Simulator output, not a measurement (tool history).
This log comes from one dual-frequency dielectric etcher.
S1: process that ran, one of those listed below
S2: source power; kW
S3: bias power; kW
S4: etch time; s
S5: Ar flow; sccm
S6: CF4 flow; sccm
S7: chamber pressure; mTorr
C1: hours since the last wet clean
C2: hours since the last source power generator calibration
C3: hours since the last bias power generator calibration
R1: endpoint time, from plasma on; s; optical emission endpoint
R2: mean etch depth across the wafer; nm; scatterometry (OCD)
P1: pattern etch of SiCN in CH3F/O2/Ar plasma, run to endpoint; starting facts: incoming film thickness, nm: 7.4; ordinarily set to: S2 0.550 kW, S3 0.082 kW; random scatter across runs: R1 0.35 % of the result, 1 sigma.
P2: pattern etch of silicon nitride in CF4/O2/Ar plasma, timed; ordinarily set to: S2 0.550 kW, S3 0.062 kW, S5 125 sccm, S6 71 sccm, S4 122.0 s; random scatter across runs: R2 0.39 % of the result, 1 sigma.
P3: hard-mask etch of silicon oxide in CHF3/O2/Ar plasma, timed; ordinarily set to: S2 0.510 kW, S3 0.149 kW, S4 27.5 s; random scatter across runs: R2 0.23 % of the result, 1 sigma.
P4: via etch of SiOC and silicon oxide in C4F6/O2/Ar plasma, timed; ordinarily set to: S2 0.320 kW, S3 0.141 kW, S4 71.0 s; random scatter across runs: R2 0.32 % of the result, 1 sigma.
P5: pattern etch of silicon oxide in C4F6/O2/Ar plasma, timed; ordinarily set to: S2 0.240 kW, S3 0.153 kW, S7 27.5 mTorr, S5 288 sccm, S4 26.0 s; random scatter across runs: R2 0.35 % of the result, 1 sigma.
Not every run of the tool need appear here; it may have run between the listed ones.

run 1 hour=2.8 | S1=P1 S2=0.550 S3=0.082 | C1=341.4 C2=1599.1 C3=1404.7 | R1=16.449
run 2 hour=8.8 | S1=P4 S2=0.320 S3=0.141 S4=71.0 | C1=347.4 C2=1605.1 C3=1410.7 | R2=68.432
run 3 hour=13.1 | S1=P1 S2=0.390 S3=0.110 | C1=351.7 C2=1609.4 C3=1415.0 | R1=16.884
run 4 hour=16.2 | S1=P4 S2=0.320 S3=0.141 S4=71.0 | C1=354.8 C2=1612.5 C3=1418.1 | R2=68.975
run 5 hour=22.5 | S1=P4 S2=0.190 S3=0.141 S4=71.0 | C1=361.1 C2=1618.8 C3=1424.4 | R2=56.213
run 6 hour=27.5 | S1=P1 S2=0.550 S3=0.114 | C1=366.1 C2=1623.8 C3=1429.4 | R1=14.614
run 7 hour=30.9 | S1=P3 S2=0.300 S3=0.149 S4=27.5 | C1=369.5 C2=1627.2 C3=1432.8 | R2=39.405
run 8 hour=34.4 | S1=P2 S2=0.550 S3=0.062 S4=122.0 S5=125 S6=71 | C1=373.0 C2=1630.7 C3=1436.3 | R2=260.050
run 9 hour=39.6 | S1=P3 S2=0.510 S3=0.149 S4=27.5 | C1=378.2 C2=1635.9 C3=1441.5 | R2=48.352
run 10 hour=45.4 | S1=P1 S2=0.550 S3=0.082 | C1=384.0 C2=1641.7 C3=1447.3 | R1=16.405
run 11 hour=49.5 | S1=P5 S2=0.240 S3=0.153 S4=26.0 S5=288 S7=33.5 | C1=388.1 C2=1645.8 C3=1451.4 | R2=62.862
run 12 hour=54.2 | S1=P1 S2=0.550 S3=0.082 | C1=392.8 C2=1650.5 C3=1456.1 | R1=16.500
run 13 hour=56.9 | S1=P2 S2=0.550 S3=0.062 S4=122.0 S5=125 S6=71 | C1=395.5 C2=1653.2 C3=1458.8 | R2=260.050
run 14 hour=61.8 | S1=P3 S2=0.510 S3=0.149 S4=35.0 | C1=400.4 C2=1658.1 C3=1463.7 | R2=61.586
run 15 hour=64.7 | S1=P1 S2=0.550 S3=0.054 | C1=403.3 C2=1661.0 C3=1466.6 | R1=19.024
run 16 hour=68.3 | S1=P5 S2=0.240 S3=0.153 S4=26.0 S5=288 S7=27.5 | C1=406.9 C2=1664.6 C3=1470.2 | R2=64.089
run 17 hour=74.3 | S1=P4 S2=0.320 S3=0.083 S4=71.0 | C1=412.9 C2=1670.6 C3=1476.2 | R2=59.077
run 18 hour=77.9 | S1=P1 S2=0.550 S3=0.082 | C1=416.5 C2=1674.2 C3=1479.8 | R1=16.564
run 19 hour=82.9 | S1=P2 S2=0.550 S3=0.062 S4=122.0 S5=125 S6=85 | C1=421.5 C2=1679.2 C3=1484.8 | R2=265.290
run 20 hour=86.7 | S1=P2 S2=0.550 S3=0.074 S4=122.0 S5=125 S6=71 | C1=425.3 C2=1683.0 C3=1488.6 | R2=281.670
run 21 hour=90.2 | S1=P1 S2=0.390 S3=0.082 | C1=428.8 C2=1686.5 C3=1492.1 | R1=18.710
run 22 hour=95.1 | S1=P2 S2=0.550 S3=0.062 S4=67.0 S5=125 S6=71 | C1=433.7 C2=1691.4 C3=1497.0 | R2=142.990
run 23 hour=100.3 | S1=P5 S2=0.240 S3=0.153 S4=26.0 S5=210 S7=27.5 | C1=438.9 C2=1696.6 C3=1502.2 | R2=66.786
run 24 hour=103.7 | S1=P5 S2=0.240 S3=0.153 S4=14.5 S5=288 S7=27.5 | C1=442.3 C2=1700.0 C3=1505.6 | R2=35.954
run 25 hour=109.6 | S1=P5 S2=0.240 S3=0.184 S4=26.0 S5=288 S7=27.5 | C1=448.2 C2=1705.9 C3=1511.5 | R2=68.412
run 26 hour=114.0 | S1=P2 S2=0.760 S3=0.062 S4=122.0 S5=125 S6=71 | C1=452.6 C2=1710.3 C3=1515.9 | R2=347.570
run 27 hour=117.0 | S1=P5 S2=0.320 S3=0.153 S4=26.0 S5=288 S7=27.5 | C1=455.6 C2=1713.3 C3=1518.9 | R2=71.666
run 28 hour=121.2 | S1=P1 S2=0.550 S3=0.082 | C1=459.8 C2=1717.5 C3=1523.1 | R1=16.477
run 29 hour=127.0 | S1=P3 S2=0.510 S3=0.149 S4=27.5 | C1=465.6 C2=1723.3 C3=1528.9 | R2=48.151
run 30 hour=129.8 | S1=P3 S2=0.510 S3=0.095 S4=27.5 | C1=468.4 C2=1726.1 C3=1531.7 | R2=41.801
run 31 hour=133.9 | S1=P1 S2=0.720 S3=0.082 | C1=472.5 C2=1730.2 C3=1535.8 | R1=14.849
run 32 hour=138.1 | S1=P4 S2=0.320 S3=0.141 S4=94.5 | C1=476.7 C2=1734.4 C3=1540.0 | R2=91.592
run 33 hour=144.0 | S1=P2 S2=0.550 S3=0.062 S4=122.0 S5=74 S6=71 | C1=482.6 C2=1740.3 C3=1545.9 | R2=279.280
run 34 hour=150.3 | S1=P5 S2=0.240 S3=0.153 S4=26.0 S5=288 S7=27.5 | C1=488.9 C2=1746.6 C3=1552.2 | R2=64.372
run 35 hour=156.5 | S1=P1 S2=0.550 S3=0.082 | C1=495.1 C2=1752.8 C3=1558.4 | R1=16.477
run 36 hour=160.5 | S1=P1 S2=0.550 S3=0.082 | C1=499.1 C2=1756.8 C3=1562.4 | R1=16.611
run 37 hour=166.1 | S1=P1 S2=0.550 S3=0.082 | C1=504.7 C2=1762.4 C3=1568.0 | R1=16.616
run 38 hour=169.2 | S1=P1 S2=0.550 S3=0.082 | C1=507.8 C2=1765.5 C3=1571.1 | R1=16.731
run 39 hour=172.9 | S1=P1 S2=0.550 S3=0.082 | C1=511.5 C2=1769.2 C3=1574.8 | R1=16.820
run 40 hour=176.5 | S1=P1 S2=0.550 S3=0.082 | C1=515.1 C2=1772.8 C3=1578.4 | R1=16.749
run 41 hour=180.2 | S1=P1 S2=0.550 S3=0.082 | C1=518.8 C2=1776.5 C3=1582.1 | R1=16.755
run 42 hour=183.0 | S1=P1 S2=0.550 S3=0.082 | C1=521.6 C2=1779.3 C3=1584.9 | R1=16.736
-- hour=183.7 wet clean of the chamber
run 43 hour=186.2 | S1=P1 S2=0.550 S3=0.082 | C1=2.6 C2=1782.5 C3=1588.1 | R1=16.744
run 44 hour=191.9 | S1=P1 S2=0.550 S3=0.082 | C1=8.3 C2=1788.2 C3=1593.8 | R1=16.798
run 45 hour=197.9 | S1=P1 S2=0.550 S3=0.082 | C1=14.3 C2=1794.2 C3=1599.8 | R1=16.798

Something has made what P1 gives creep away from where it was; the 2 causes below, each at its own stated size, fit the log equally well:
A: bias power that arrives under what is set, % = 4.77
B: source power that arrives under what is set, % = 4.49
The creep began at about hour 156.5.
Why every other cause is out:
chamber walls in a state that lowers the etch rate, %: serviced at hour 183.7, after the change had begun; the process did not return to its earlier output

Consider the 4 check runs below, whose results appear as question marks and each of which averages 2 wafers. Which one distinguishes the causes, in that each cause would give it a clearly different result?
run check 1 hour=203.9 | S1=P5 S2=0.280 S3=0.153 S4=26.0 S5=288 S7=27.5 | R2=?
run check 2 hour=203.9 | S1=P2 S2=0.740 S3=0.062 S4=122.0 S5=81 S6=71 | R2=?
run check 3 hour=203.9 | S1=P3 S2=0.370 S3=0.118 S4=27.5 | R2=?
run check 4 hour=203.9 | S1=P4 S2=0.190 S3=0.101 S4=71.0 | R2=?

What every check run would give for each of its results, assuming each possible cause in turn:
check=check_1 result=R2 if_A=67.286 if_B=67.105
check=check_2 result=R2 if_A=349.210 if_B=341.930
check=check_3 result=R2 if_A=38.971 if_B=38.879
check=check_4 result=R2 if_A=49.797 if_B=49.619
Separation of the two closest causes in each check, using whichever result separates them best: check 1 0.27 %; check 2 2.11 %; check 3 0.24 %; check 4 0.36 %
The causes can be told apart only by check 2. The other checks would give nearly the same results under each of them.

The results of check 2 are: R2 351.020 nm. Based on these, which of the listed causes is it?

The correct cause is A, namely: bias power that arrives under what is set, %.
